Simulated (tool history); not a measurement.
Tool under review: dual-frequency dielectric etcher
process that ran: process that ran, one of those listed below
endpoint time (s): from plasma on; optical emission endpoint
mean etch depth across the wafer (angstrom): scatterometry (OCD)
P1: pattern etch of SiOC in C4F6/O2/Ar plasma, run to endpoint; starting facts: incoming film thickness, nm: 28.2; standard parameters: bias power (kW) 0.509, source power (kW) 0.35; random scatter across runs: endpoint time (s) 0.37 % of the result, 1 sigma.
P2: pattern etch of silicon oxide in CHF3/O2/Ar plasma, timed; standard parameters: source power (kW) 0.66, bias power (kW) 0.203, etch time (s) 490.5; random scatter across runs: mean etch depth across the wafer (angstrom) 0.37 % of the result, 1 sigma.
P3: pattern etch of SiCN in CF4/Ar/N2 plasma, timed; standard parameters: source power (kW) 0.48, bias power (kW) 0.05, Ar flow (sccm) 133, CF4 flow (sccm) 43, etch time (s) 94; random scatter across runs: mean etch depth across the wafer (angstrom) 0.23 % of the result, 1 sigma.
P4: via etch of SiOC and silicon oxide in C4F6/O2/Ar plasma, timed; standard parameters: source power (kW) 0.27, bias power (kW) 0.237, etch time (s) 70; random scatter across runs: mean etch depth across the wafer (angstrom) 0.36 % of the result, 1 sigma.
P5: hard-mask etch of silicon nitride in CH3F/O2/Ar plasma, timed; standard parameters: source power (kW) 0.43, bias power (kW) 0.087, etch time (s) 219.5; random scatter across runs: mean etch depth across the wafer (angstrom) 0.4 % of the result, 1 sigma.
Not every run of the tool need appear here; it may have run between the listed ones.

run,hour,process that ran,bias power (kW),source power (kW),etch time (s),Ar flow (sccm),CF4 flow (sccm),hours since the last wet clean,hours since the last bias power generator calibration,hours since the last source power generator calibration,endpoint time (s),mean etch depth across the wafer (angstrom)
1,5.4,P1,0.509,0.35,,,,336.6,426.8,1199.7,9.7038,
2,11.2,P4,0.237,0.27,70,,,342.4,432.6,1205.5,,742.29
3,15.4,P3,0.06,0.48,94,133,43,346.6,436.8,1209.7,,723.44
4,20.5,P1,0.509,0.46,,,,351.7,441.9,1214.8,8.8306,
5,23.6,P4,0.237,0.27,105,,,354.8,445,1217.9,,1110.6
# hour 26: source power generator calibrated
6,26.8,P1,0.364,0.35,,,,358,448.2,0.8,11.029,
7,30.7,P5,0.087,0.43,219.5,,,361.9,452.1,4.7,,1691.5
8,36.2,P1,0.509,0.35,,,,367.4,457.6,10.2,9.7632,
9,39.4,P3,0.05,0.58,94,133,43,370.6,460.8,13.4,,797.26
10,44.7,P1,0.509,0.35,,,,375.9,466.1,18.7,9.7746,
11,49,P4,0.237,0.34,70,,,380.2,470.4,23,,808.45
12,53,P1,0.672,0.35,,,,384.2,474.4,27,8.7998,
13,58.1,P5,0.07,0.43,219.5,,,389.3,479.5,32.1,,1564.4
14,63.2,P3,0.05,0.48,94,186,43,394.4,484.6,37.2,,634.73
15,66,P2,0.203,0.66,490.5,,,397.2,487.4,40,,10772
16,71.1,P3,0.05,0.48,94,133,43,402.3,492.5,45.1,,676.49
17,74.1,P2,0.203,0.66,490.5,,,405.3,495.5,48.1,,10822
18,78.8,P3,0.05,0.48,94,133,26,410,500.2,52.8,,611.36
19,83.6,P4,0.237,0.27,70,,,414.8,505,57.6,,735.47
20,87.7,P2,0.273,0.66,490.5,,,418.9,509.1,61.7,,11955
21,90.5,P2,0.203,0.8,490.5,,,421.7,511.9,64.5,,11571
22,95.2,P5,0.087,0.43,305,,,426.4,516.6,69.2,,2329.4
23,99,P1,0.509,0.35,,,,430.2,520.4,73,9.7762,
24,103,P3,0.05,0.48,94,133,43,434.2,524.4,77,,677.02
25,107.6,P4,0.331,0.27,70,,,438.8,529,81.6,,829.75
26,113.7,P5,0.087,0.34,219.5,,,444.9,535.1,87.7,,1537.7
27,118.1,P1,0.509,0.35,,,,449.3,539.5,92.1,9.7697,
28,121.4,P1,0.367,0.21,,,,452.6,542.8,95.4,13.34,
29,126,P2,0.203,0.66,727,,,457.2,547.4,100,,15956
30,132.1,P1,0.509,0.25,,,,463.3,553.5,106.1,10.958,
31,137.7,P3,0.05,0.48,119,133,43,468.9,559.1,111.7,,855.22
32,142.2,P1,0.509,0.35,,,,473.4,563.6,116.2,9.7483,
33,147.7,P1,0.509,0.35,,,,478.9,569.1,121.7,9.8853,
34,151.7,P1,0.509,0.35,,,,482.9,573.1,125.7,9.8883,
# hour 154.1: wet clean of the chamber
35,155.2,P1,0.509,0.35,,,,1.1,576.6,129.2,9.8446,
36,158.9,P1,0.509,0.35,,,,4.8,580.3,132.9,10.025,
37,163.7,P1,0.509,0.35,,,,9.6,585.1,137.7,9.9333,
38,166.7,P1,0.509,0.35,,,,12.6,588.1,140.7,9.9441,
39,171.3,P1,0.509,0.35,,,,17.2,592.7,145.3,9.9733,

The output of P1 has drifted from where it used to be. Each of the 2 causes below, taken at the size shown beside it, accounts for the log equally well:
A: source power that arrives under what is set, % = 4.95
B: bias power that arrives under what is set, % = 4.85
The onset of the drift is placed at about hour 142.2.
All other causes, with the reason each is excluded:
chamber walls in a state that lowers the etch rate, %: serviced after onset, at hour 154.1, with no recovery of the prior output

Below are 4 check runs, each on a single wafer, with their results shown as question marks. Which of them would tell the listed causes apart, meaning the causes would give clearly different results under it?
check 1,175.9,P3,0.05,0.48,94,185,43,,,,,?
check 2,175.9,P5,0.087,0.34,219.5,,,,,,,?
check 3,175.9,P2,0.265,0.66,600.5,,,,,,,?
check 4,175.9,P4,0.274,0.27,94,,,,,,,?

Outcome of each check run for each possible cause:
check,result,if A,if B
check 1,mean etch depth across the wafer (angstrom),607.28,622.31
check 2,mean etch depth across the wafer (angstrom),1516,1517.6
check 3,mean etch depth across the wafer (angstrom),14214,14232
check 4,mean etch depth across the wafer (angstrom),1024.8,1026.2
Distance between the nearest two causes, measured in the result of the check that separates them most: check 1 2.44 %; check 2 0.11 %; check 3 0.13 %; check 4 0.14 %
The other checks would show nearly matching results whichever cause is true, so check 1 is the only one that separates the causes.

The results of check 1 are: mean etch depth across the wafer (angstrom) 622.61. Based on these, which of the listed causes is it?

Of the candidate causes, it is B: bias power that arrives under what is set, %.
